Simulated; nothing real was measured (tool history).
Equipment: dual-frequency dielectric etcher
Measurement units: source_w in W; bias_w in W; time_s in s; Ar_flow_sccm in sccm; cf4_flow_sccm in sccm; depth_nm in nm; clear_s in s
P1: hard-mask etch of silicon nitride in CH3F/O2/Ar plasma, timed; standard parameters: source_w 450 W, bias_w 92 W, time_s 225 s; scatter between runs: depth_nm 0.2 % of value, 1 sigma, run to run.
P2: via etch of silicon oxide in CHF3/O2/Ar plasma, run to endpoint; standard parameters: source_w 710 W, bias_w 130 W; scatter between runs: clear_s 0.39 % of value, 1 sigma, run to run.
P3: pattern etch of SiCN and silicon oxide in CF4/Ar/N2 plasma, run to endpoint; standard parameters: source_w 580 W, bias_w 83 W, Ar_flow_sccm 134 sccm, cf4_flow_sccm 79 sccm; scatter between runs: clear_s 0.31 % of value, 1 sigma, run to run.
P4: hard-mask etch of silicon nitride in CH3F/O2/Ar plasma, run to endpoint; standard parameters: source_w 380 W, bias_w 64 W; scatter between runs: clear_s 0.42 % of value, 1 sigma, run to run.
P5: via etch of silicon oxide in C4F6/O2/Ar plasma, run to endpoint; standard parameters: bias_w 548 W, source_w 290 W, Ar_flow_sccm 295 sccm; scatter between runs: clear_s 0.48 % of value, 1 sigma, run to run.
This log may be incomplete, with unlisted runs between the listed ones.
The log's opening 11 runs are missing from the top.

{"run": 12, "hour": 150.4, "process": "P5", "source_w": 390, "bias_w": 548, "Ar_flow_sccm": 295, "clear_s": 18.036}
{"run": 13, "hour": 159.7, "process": "P1", "source_w": 530, "bias_w": 113, "time_s": 225, "depth_nm": 204.76}
{"run": 14, "hour": 172.9, "process": "P5", "source_w": 290, "bias_w": 548, "Ar_flow_sccm": 295, "clear_s": 20.238}
{"run": 15, "hour": 191.2, "process": "P1", "source_w": 450, "bias_w": 112, "time_s": 225, "depth_nm": 191.86}
{"run": 16, "hour": 200.8, "process": "P1", "source_w": 450, "bias_w": 92, "time_s": 225, "depth_nm": 178.13}
{"hour": 203.6, "done": "wet clean of the chamber"}
{"run": 17, "hour": 216.6, "process": "P1", "source_w": 300, "bias_w": 92, "time_s": 225, "depth_nm": 153.08}
{"run": 18, "hour": 232.5, "process": "P1", "source_w": 450, "bias_w": 92, "time_s": 225, "depth_nm": 178.77}
{"run": 19, "hour": 250.2, "process": "P1", "source_w": 450, "bias_w": 92, "time_s": 225, "depth_nm": 178.4}
{"hour": 262.7, "done": "source power generator calibrated"}
{"run": 20, "hour": 263.3, "process": "P4", "source_w": 260, "bias_w": 64, "clear_s": 98.199}
{"run": 21, "hour": 273.1, "process": "P2", "source_w": 530, "bias_w": 130, "clear_s": 424.93}
{"run": 22, "hour": 288.8, "process": "P1", "source_w": 450, "bias_w": 56, "time_s": 225, "depth_nm": 150.86}
{"run": 23, "hour": 298.6, "process": "P5", "source_w": 290, "bias_w": 650, "Ar_flow_sccm": 295, "clear_s": 18.618}
{"run": 24, "hour": 308.4, "process": "P3", "source_w": 680, "bias_w": 83, "Ar_flow_sccm": 134, "cf4_flow_sccm": 79, "clear_s": 12.376}
{"run": 25, "hour": 327.4, "process": "P2", "source_w": 710, "bias_w": 130, "clear_s": 380.7}
{"run": 26, "hour": 341.2, "process": "P3", "source_w": 580, "bias_w": 83, "Ar_flow_sccm": 134, "cf4_flow_sccm": 79, "clear_s": 14.269}
{"run": 27, "hour": 356.3, "process": "P5", "source_w": 290, "bias_w": 548, "Ar_flow_sccm": 220, "clear_s": 19.469}
{"run": 28, "hour": 365.3, "process": "P2", "source_w": 710, "bias_w": 130, "clear_s": 382.77}
{"run": 29, "hour": 384.0, "process": "P2", "source_w": 710, "bias_w": 100, "clear_s": 412.37}
{"run": 30, "hour": 395.2, "process": "P1", "source_w": 450, "bias_w": 92, "time_s": 161.5, "depth_nm": 128.22}
{"run": 31, "hour": 411.3, "process": "P1", "source_w": 590, "bias_w": 92, "time_s": 225, "depth_nm": 197.27}
{"run": 32, "hour": 430.0, "process": "P4", "source_w": 380, "bias_w": 85, "clear_s": 77.492}

What does the tool deliver on the next run?
{"run": 33, "hour": 444.6, "process": "P1", "source_w": 450, "bias_w": 70, "time_s": 155, "depth_nm": "?"}

{"run 33": {"depth_nm": 111.63}}
